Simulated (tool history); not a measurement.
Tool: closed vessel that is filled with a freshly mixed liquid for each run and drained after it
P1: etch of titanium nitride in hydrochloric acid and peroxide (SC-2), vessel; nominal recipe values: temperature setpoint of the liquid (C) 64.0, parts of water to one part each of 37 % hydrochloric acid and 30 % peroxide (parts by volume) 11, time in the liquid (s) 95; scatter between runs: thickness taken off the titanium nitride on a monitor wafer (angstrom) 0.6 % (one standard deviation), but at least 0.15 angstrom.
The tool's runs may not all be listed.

run	hour	temperature setpoint of the liquid (C)	parts of water to one part each of 37 % hydrochloric acid and 30 % peroxide (parts by volume)	time in the liquid (s)	hours since the thermometer was replaced	hours since the chemicals flow meter was replaced	hours since the drum of peroxide was connected	thickness taken off the titanium nitride on a monitor wafer (angstrom)
1	14.5	64.0	11	95	761.4	1018.5	131.0	54.300
2	26.7	72.0	11	95	773.6	1030.7	143.2	87.742
3	42.8	51.5	11	95	789.7	1046.8	159.3	24.659
4	57.9	64.0	4	95	804.8	1061.9	174.4	117.050
5	75.7	64.0	11	95	822.6	1079.7	192.2	53.821
6	86.5	64.0	11	30	833.4	1090.5	203.0	17.058
7	101.1	64.0	11	95	848.0	1105.1	217.6	53.745
8	119.9	64.0	11	140	866.8	1123.9	236.4	80.039
9	132.9	64.0	18	95	879.8	1136.9	249.4	35.434
10	149.5	49.5	17	95	896.4	1153.5	266.0	14.790
11	160.5	64.0	11	95	907.4	1164.5	277.0	53.795
12	173.6	64.0	11	95	920.5	1177.6	290.1	53.855
13	181.8	64.0	4	180	928.7	1185.8	298.3	219.100
14	196.1	64.0	11	95	943.0	1200.1	312.6	53.767
15	205.5	64.0	11	95	952.4	1209.5	322.0	55.749
16	215.7	64.0	11	95	962.6	1219.7	332.2	56.735
17	228.5	64.0	11	95	975.4	1232.5	345.0	57.638
18	243.8	64.0	11	95	990.7	1247.8	360.3	58.306
19	259.5	64.0	11	95	1006.4	1263.5	376.0	58.578
20	275.4	64.0	11	95	1022.3	1279.4	391.9	59.293
21	288.0	64.0	11	95	1034.9	1292.0	404.5	58.887
22	299.3	64.0	11	95	1046.2	1303.3	415.8	59.326
23	317.3	64.0	11	95	1064.2	1321.3	433.8	58.561

What P1 gives has crept off from where it sat before. The 2 causes that follow fit the log equally well, each at the size noted:
A: chemicals flow above the setpoint (%) = 10.2
B: liquid hotter than its thermometer reads (K) = 1.35
At approximately hour 196.1, the process output began to creep.
Every other cause this tool's parts could produce, and why it does not fit the log:
peroxide weaker than its label (%): at most 8, which would move thickness taken off the titanium nitride on a monitor wafer (angstrom) by -7.4 %: too little, or the wrong way

The list below offers 4 check runs, each averaging the results of 5 wafers, and shows each result as a question mark. For which of them would the listed causes give clearly different results?
check 1	335.3	58.0	4.0	95				?
check 2	335.3	64.0	7.5	95				?
check 3	335.3	57.0	16.5	95				?
check 4	335.3	53.0	11.0	140				?

How each check would come out, cause by cause:
check	result	if A	if B
check 1	thickness taken off the titanium nitride on a monitor wafer (angstrom)	86.026	87.915
check 2	thickness taken off the titanium nitride on a monitor wafer (angstrom)	79.959	80.480
check 3	thickness taken off the titanium nitride on a monitor wafer (angstrom)	26.775	26.768
check 4	thickness taken off the titanium nitride on a monitor wafer (angstrom)	43.155	43.434
How far apart the two closest causes lie, in the result that separates them most: check 1 2.17 %; check 2 0.65 %; check 3 0.03 %; check 4 0.65 %
The other checks would show nearly matching results whichever cause is true, so check 1 is the only one that separates the causes.

After running check 1, the following was obtained: thickness taken off the titanium nitride on a monitor wafer (angstrom) 86.264. Which cause does this point to?

The cause is A: chemicals flow above the setpoint (%).
